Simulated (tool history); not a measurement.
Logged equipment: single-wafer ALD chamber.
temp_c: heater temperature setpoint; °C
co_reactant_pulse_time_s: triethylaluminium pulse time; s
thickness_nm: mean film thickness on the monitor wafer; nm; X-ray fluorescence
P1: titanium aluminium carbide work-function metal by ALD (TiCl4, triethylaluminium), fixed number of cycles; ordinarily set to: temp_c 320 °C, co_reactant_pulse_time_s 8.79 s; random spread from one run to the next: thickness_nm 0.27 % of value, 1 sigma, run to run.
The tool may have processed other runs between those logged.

run	hour	temp_c	co_reactant_pulse_time_s	hours since the last thermocouple change	hours since the last triethylaluminium bottle change	thickness_nm
1	7.3	320	8.79	1803.3	206.0	2.1164
2	17.3	320	8.79	1813.3	216.0	2.1264
3	23.4	342	8.79	1819.4	222.1	2.3122
# hour 25.1: thermocouple changed; heater temperature recalibrated
4	28.1	339	11.86	3.1	226.8	2.3621
5	35.7	309	3.97	10.7	234.4	1.5799
6	43.2	320	8.79	18.2	241.9	2.1181
7	48.9	320	3.61	23.9	247.6	1.5870
8	58.1	295	8.79	33.1	256.8	1.9123
9	64.5	320	8.79	39.5	263.2	2.1210
10	71.1	320	8.79	46.1	269.8	2.1255
11	78.3	320	12.19	53.3	277.0	2.1956
12	85.7	320	8.79	60.7	284.4	2.1223
13	90.9	320	8.79	65.9	289.6	2.1088
14	97.2	320	8.79	72.2	295.9	2.1019
15	103.8	320	8.79	78.8	302.5	2.0875
16	111.8	320	8.79	86.8	310.5	2.0936
17	121.0	320	8.79	96.0	319.7	2.0898
18	131.2	320	8.79	106.2	329.9	2.0831
19	137.3	320	8.79	112.3	336.0	2.0776

What P1 gives has crept off from where it sat before. The 2 causes that follow fit the log equally well, each at the size noted:
A: wafer temperature below the value expected at the setpoint (K) = 4.75
B: triethylaluminium dose below that of a fresh bottle (%) = 10.6
The process output started creeping at around hour 85.7.

Below are 4 check runs, each on a single wafer, with their results shown as question marks. Which of them would tell the listed causes apart, meaning the causes would give clearly different results under it?
check 1	143.4	305	8.79			?
check 2	143.4	342	4.17			?
check 3	143.4	336	8.79			?
check 4	143.4	309	8.79			?

Expected result of each check under each candidate cause:
check	result	if A	if B
check 1	thickness_nm	1.9550	1.9570
check 2	thickness_nm	1.8215	1.7597
check 3	thickness_nm	2.2212	2.2190
check 4	thickness_nm	1.9890	1.9905
Minimum pairwise separation of causes per check, each pair taken at its best-separating result: check 1 0.1 %; check 2 3.46 %; check 3 0.1 %; check 4 0.08 %
Check 2 tells the causes apart: in the others they would give nearly the same result.

Here is what check 2 returned: thickness_nm 1.7646 nm. Which cause is it?

The correct cause is B, namely: triethylaluminium dose below that of a fresh bottle (%).
